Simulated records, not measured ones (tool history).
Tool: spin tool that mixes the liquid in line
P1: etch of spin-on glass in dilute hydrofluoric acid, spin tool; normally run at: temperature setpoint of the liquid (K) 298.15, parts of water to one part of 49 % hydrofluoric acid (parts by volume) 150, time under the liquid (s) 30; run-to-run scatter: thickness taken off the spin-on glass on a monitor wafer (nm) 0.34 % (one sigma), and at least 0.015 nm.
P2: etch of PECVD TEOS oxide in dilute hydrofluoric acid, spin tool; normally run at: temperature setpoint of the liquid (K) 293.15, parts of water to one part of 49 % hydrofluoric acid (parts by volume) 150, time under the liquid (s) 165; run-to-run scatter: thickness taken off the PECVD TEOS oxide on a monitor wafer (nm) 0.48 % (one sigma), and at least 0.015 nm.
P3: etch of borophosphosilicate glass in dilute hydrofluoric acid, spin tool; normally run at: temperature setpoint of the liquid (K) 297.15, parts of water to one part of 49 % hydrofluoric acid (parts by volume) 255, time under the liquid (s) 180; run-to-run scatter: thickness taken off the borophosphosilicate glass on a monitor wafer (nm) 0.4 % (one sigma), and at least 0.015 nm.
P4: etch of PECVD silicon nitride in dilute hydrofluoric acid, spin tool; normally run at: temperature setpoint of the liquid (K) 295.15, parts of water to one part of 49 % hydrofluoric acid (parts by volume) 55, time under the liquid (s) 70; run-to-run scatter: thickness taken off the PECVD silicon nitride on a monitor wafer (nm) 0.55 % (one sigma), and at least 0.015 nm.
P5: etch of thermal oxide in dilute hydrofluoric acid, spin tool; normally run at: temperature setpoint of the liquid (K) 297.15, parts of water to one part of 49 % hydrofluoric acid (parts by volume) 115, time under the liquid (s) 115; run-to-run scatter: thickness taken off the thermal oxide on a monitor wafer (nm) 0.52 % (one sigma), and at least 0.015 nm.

run	hour	process that ran	temperature setpoint of the liquid (K)	parts of water to one part of 49 % hydrofluoric acid (parts by volume)	time under the liquid (s)	hours since the thermometer was replaced	hours since the hydrofluoric acid flow meter was replaced	thickness taken off the spin-on glass on a monitor wafer (nm)	thickness taken off the borophosphosilicate glass on a monitor wafer (nm)	thickness taken off the PECVD silicon nitride on a monitor wafer (nm)	thickness taken off the thermal oxide on a monitor wafer (nm)	thickness taken off the PECVD TEOS oxide on a monitor wafer (nm)
1	8.2	P1	298.15	150	30	181.3	1330.4	7.7385				
2	20.2	P1	298.15	150	30	193.3	1342.4	7.7353				
3	30.8	P3	297.15	255	180	203.9	1353.0		20.0930			
4	41.9	P3	297.15	255	75	215.0	1364.1		8.3911			
5	51.1	P1	304.15	150	30	224.2	1373.3	9.5882				
6	61.8	P1	298.15	150	30	234.9	1384.0	7.6984				
7	75.0	P4	295.15	55	70	248.1	1397.2			6.2652		
8	83.0	P4	295.15	55	70	256.1	1405.2			6.2134		
9	90.1	P1	298.15	150	30	263.2	1412.3	7.7170				
10	98.1	P5	297.15	115	115	271.2	1420.3				4.9116	
11	108.1	P1	298.15	150	15	281.2	1430.3	3.8568				
12	118.4	P1	298.15	150	45	291.5	1440.6	11.5370				
13	128.7	P1	298.15	150	30	301.8	1450.9	7.6922				
14	136.6	P5	297.15	115	175	309.7	1458.8				7.4496	
15	142.8	P4	295.15	25	70	315.9	1465.0			13.2380		
16	149.2	P2	297.15	150	165	322.3	1471.4					11.93300
17	162.5	P1	303.65	150	55	335.6	1484.7	17.2710				
18	172.2	P5	297.15	30	115	345.3	1494.4				20.7740	
19	183.1	P2	293.15	150	165	356.2	1505.3					10.25800
20	196.5	P4	290.15	55	70	369.6	1518.7			4.3885		
21	209.4	P1	298.15	75	30	382.5	1531.6	16.9470				
22	218.3	P1	292.65	150	30	391.4	1540.5	6.1986				
23	231.1	P1	298.15	150	30	404.2	1553.3	7.6887				
24	240.3	P3	297.15	255	180	413.4	1562.5		19.9640			
25	248.2	P5	297.15	115	115	421.3	1570.4				4.8300	
26	256.1	P1	298.15	150	30	429.2	1578.3	7.7088				
27	268.3	P3	304.65	255	180	441.4	1590.5		25.8350			
28	279.3	P1	304.15	150	15	452.4	1601.5	4.7923				
29	291.1	P5	304.65	115	115	464.2	1613.3				6.4429	
30	302.6	P1	298.15	215	30	475.7	1624.8	5.0223				
31	310.7	P3	297.15	110	180	483.8	1632.9		54.8760			
32	320.8	P2	293.15	85	165	493.9	1643.0					19.20600
33	333.0	P2	293.15	150	15	506.1	1655.2					0.92847
34	340.8	P4	295.15	55	15	513.9	1663.0			1.3438		
35	349.5	P1	298.15	150	30	522.6	1671.7	7.6785				
36	360.8	P1	298.15	150	30	533.9	1683.0	7.4787				
37	367.7	P1	298.15	150	30	540.8	1689.9	7.4495				
38	374.0	P1	298.15	150	30	547.1	1696.2	7.4086				
39	384.6	P1	298.15	150	30	557.7	1706.8	7.3652				
40	392.0	P1	298.15	150	30	565.1	1714.2	7.2961				
41	401.3	P1	298.15	150	30	574.4	1723.5	7.2774				
42	412.4	P1	298.15	150	30	585.5	1734.6	7.3333				
43	424.0	P1	298.15	150	30	597.1	1746.2	7.2461				
44	434.3	P1	298.15	150	30	607.4	1756.5	7.3047				
45	447.9	P1	298.15	150	30	621.0	1770.1	7.3053				

What P1 gives has crept away from where it was. These 2 causes fit the log equally well, each at the size given:
A: hydrofluoric acid flow below the setpoint (%) = 5.03
B: liquid colder than its thermometer reads (K) = 1.6
The creep began at about hour 349.5.

4 check runs are offered, each on 2 wafers whose results are averaged, their results left as question marks. Which one tells the causes apart?
check 1	461.5	P4	290.15	55	25					?		
check 2	461.5	P2	297.15	150	165							?
check 3	461.5	P3	303.15	180	180				?			
check 4	461.5	P5	303.65	115	115						?	

What each check would give under each cause:
check	result	if A	if B
check 1	thickness taken off the PECVD silicon nitride on a monitor wafer (nm)	1.4945	1.4016
check 2	thickness taken off the PECVD TEOS oxide on a monitor wafer (nm)	11.22200	11.21000
check 3	thickness taken off the borophosphosilicate glass on a monitor wafer (nm)	35.7840	36.0300
check 4	thickness taken off the thermal oxide on a monitor wafer (nm)	5.8733	5.8773
How far apart the two closest causes lie, in the result that separates them most: check 1 6.42 %; check 2 0.11 %; check 3 0.69 %; check 4 0.07 %
Check 1 tells the causes apart: in the others they would give nearly the same result.

Then check 1 was run and gave: thickness taken off the PECVD silicon nitride on a monitor wafer (nm) 1.4158. Which cause is it?

It is B: liquid colder than its thermometer reads (K).
